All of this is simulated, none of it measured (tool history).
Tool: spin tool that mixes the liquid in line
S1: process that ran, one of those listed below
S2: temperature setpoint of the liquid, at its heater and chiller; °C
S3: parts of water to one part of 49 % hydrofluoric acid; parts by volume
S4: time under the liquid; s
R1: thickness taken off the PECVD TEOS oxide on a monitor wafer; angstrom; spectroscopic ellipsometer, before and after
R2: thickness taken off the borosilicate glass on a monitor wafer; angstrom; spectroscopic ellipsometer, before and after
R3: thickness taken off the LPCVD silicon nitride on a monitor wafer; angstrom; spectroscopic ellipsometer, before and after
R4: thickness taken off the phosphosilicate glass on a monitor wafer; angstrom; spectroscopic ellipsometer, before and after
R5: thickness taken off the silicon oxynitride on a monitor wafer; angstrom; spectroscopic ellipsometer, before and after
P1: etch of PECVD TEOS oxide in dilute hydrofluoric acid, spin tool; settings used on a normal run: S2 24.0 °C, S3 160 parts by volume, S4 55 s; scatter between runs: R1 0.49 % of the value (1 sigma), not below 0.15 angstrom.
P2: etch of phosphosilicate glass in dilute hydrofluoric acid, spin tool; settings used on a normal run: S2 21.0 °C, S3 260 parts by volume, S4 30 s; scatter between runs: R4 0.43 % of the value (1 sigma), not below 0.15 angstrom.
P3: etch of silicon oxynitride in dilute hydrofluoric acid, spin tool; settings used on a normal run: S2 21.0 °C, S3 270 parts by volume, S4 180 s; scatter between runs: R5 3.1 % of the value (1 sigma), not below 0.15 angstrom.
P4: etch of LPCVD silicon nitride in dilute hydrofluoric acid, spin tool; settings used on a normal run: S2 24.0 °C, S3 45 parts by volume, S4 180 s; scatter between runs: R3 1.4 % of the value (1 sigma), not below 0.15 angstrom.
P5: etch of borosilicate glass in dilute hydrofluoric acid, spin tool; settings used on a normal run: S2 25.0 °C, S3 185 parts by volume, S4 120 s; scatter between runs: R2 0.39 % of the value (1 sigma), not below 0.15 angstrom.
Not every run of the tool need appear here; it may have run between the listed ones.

run,hour,S1,S2,S3,S4,R1,R2,R3,R4,R5
1,13.8,P1,24.0,160,55,63.226,,,,
2,30.1,P5,25.0,185,120,,184.360,,,
3,48.2,P1,24.0,265,55,34.389,,,,
4,58.3,P4,17.0,45,180,,,10.595,,
5,73.1,P2,21.0,260,30,,,,119.630,
6,84.2,P3,21.0,270,180,,,,,7.2040
7,98.1,P5,33.0,185,120,,244.050,,,
8,110.5,P1,24.0,75,85,229.990,,,,
9,124.2,P2,21.0,260,15,,,,59.766,
10,134.1,P5,25.0,185,20,,30.636,,,
11,152.1,P1,18.5,160,55,51.597,,,,
12,160.3,P1,24.0,160,15,17.415,,,,
13,179.3,P1,24.0,160,95,109.830,,,,
14,190.4,P5,25.0,185,120,,182.600,,,
15,207.2,P5,25.0,100,120,,376.670,,,
16,225.6,P2,17.0,260,30,,,,103.130,
17,235.3,P4,24.0,45,330,,,32.312,,
18,252.2,P1,24.0,95,55,116.330,,,,
19,262.2,P3,21.0,270,180,,,,,7.5090
20,276.9,P3,17.0,270,180,,,,,6.3427
21,286.1,P2,21.0,370,30,,,,76.260,
22,303.1,P1,24.0,160,55,63.837,,,,
23,319.6,P3,21.0,460,180,,,,,3.9138
24,337.3,P1,24.0,160,55,63.224,,,,
25,346.0,P3,21.0,270,85,,,,,3.4487
26,363.2,P4,24.0,65,180,,,12.658,,
27,378.9,P1,24.0,160,55,62.888,,,,
28,390.3,P2,21.0,260,30,,,,118.850,
29,406.8,P1,24.0,270,30,18.217,,,,
30,424.0,P1,24.0,160,55,63.449,,,,
31,432.4,P1,24.0,160,55,63.181,,,,
32,442.5,P1,30.0,160,55,78.988,,,,
33,456.2,P4,24.0,45,180,,,18.122,,
34,465.0,P1,24.0,160,55,63.346,,,,
35,482.0,P1,24.0,160,55,65.263,,,,
36,499.2,P1,24.0,160,55,67.417,,,,
37,513.4,P1,24.0,160,55,67.442,,,,
38,529.7,P1,24.0,160,55,67.769,,,,
39,546.8,P1,24.0,160,55,68.856,,,,
40,565.4,P1,24.0,160,55,68.214,,,,
41,575.3,P1,24.0,160,55,68.441,,,,
42,585.2,P1,24.0,160,55,68.569,,,,
43,595.0,P1,24.0,160,55,68.956,,,,
44,605.4,P1,24.0,160,55,68.622,,,,
45,617.9,P1,24.0,160,55,69.071,,,,

Something has made what P1 gives creep away from where it was; the 2 causes below, each at its own stated size, fit the log equally well:
A: liquid hotter than its thermometer reads (K) = 2.25
B: hydrofluoric acid flow above the setpoint (%) = 7.44
Onset of the creep was near hour 465.0.

Consider the 4 check runs below, whose results appear as question marks and each of which averages 2 wafers. Which one distinguishes the causes, in that each cause would give it a clearly different result?
check 1,630.4,P2,17.0,260,15,,,,?,
check 2,630.4,P4,17.5,45,320,,,?,,
check 3,630.4,P3,17.5,460,180,,,,,?
check 4,630.4,P5,25.0,185,40,,?,,,

How each check would come out, cause by cause:
check,result,if A,if B
check 1,R4,56.136,56.226
check 2,R3,23.582,21.578
check 3,R5,3.6143,3.5879
check 4,R2,66.518,66.793
Per check, the gap between the least separated pair of causes, taken in the result that splits them most: check 1 0.16 %; check 2 8.88 %; check 3 0.73 %; check 4 0.41 %
Of the check runs offered, only check 2 discriminates between the causes; the rest would read about the same regardless of which cause applies.

Running check 2 produced the following: R3 21.794 angstrom. Which one of the listed causes fits?

It is B: hydrofluoric acid flow above the setpoint (%).

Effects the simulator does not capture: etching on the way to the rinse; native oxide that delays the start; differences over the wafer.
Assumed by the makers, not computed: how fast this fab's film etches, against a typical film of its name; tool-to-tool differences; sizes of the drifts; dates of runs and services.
